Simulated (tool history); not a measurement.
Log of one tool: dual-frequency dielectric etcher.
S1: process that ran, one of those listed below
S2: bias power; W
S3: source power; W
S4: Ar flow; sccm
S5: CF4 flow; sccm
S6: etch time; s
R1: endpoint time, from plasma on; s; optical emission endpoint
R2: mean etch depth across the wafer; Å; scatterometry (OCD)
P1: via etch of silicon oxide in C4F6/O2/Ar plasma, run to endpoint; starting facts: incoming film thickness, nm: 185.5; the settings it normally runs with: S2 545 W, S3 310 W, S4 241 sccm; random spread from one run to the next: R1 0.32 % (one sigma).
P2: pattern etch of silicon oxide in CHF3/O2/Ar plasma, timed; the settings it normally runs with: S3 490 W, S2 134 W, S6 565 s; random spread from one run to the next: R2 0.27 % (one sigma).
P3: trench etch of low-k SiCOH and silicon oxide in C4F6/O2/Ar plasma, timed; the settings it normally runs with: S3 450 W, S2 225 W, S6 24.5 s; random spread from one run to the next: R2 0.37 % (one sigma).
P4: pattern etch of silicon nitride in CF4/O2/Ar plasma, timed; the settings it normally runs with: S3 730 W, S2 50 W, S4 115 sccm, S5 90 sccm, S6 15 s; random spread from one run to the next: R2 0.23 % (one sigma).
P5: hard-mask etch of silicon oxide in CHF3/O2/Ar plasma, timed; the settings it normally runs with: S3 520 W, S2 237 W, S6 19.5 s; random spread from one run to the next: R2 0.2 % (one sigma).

run     day  S1   S2   S3   S4   S5     S6      R1      R2
  1   0.512  P1  545  310  241              41.532
  2   0.975  P4   50  730  115  124     15          398.22
  3   1.371  P1  545  420  241              37.222
  4   1.988  P4   50  730  115   90   22.5          572.36
  5   2.604  P1  545  310  241              41.647
  6   2.938  P3  225  360             24.5          772.49
  7   3.512  P1  545  310  241              41.677
  8   3.779  P2  166  490              565           10121
  9   4.233  P1  397  310  241               46.79
 10   4.617  P1  740  310  241              37.112
 11   5.142  P5  328  520             19.5          438.59
      5.238  -- Ar flow controller replaced
 12   5.725  P2  134  640              565           10488
 13   6.042  P1  545  310  161              39.975
 14   6.654  P2  134  490              565          9417.7
 15   7.008  P3  167  450             24.5          766.27
 16   7.442  P1  545  230  241              46.456
 17   8.033  P4   35  730  115   90     15          336.25
 18   8.375  P2  134  490            442.5          7408.8
 19   8.954  P3  225  450             24.5          847.24
 20   9.375  P4   50  570  115   90     15          308.02
 21   9.738  P5  237  350             19.5          336.37
 22  10.242  P1  753  240  241              40.037
 23  10.675  P1  545  310  323              43.017
 24    11.1  P3  225  450               35          1209.4
 25  11.383  P4   50  730  115   90     15           379.5
 26  11.892  P4   50  730   82   90     15           398.6
 27  12.442  P1  545  310  241              41.607
 28  12.779  P5  237  520             19.5          389.37
     12.792  -- bias power generator calibrated
 29  13.125  P1  545  310  241              42.017
 30   13.65  P1  545  310  241              41.721
 31  14.125  P1  372  310  164              45.972
 32  14.546  P5  237  520             25.5          509.83

Expected results for the next run?
 33  14.946  P1  545  310  241           ?

Run 33 produced R1 41.518 s.
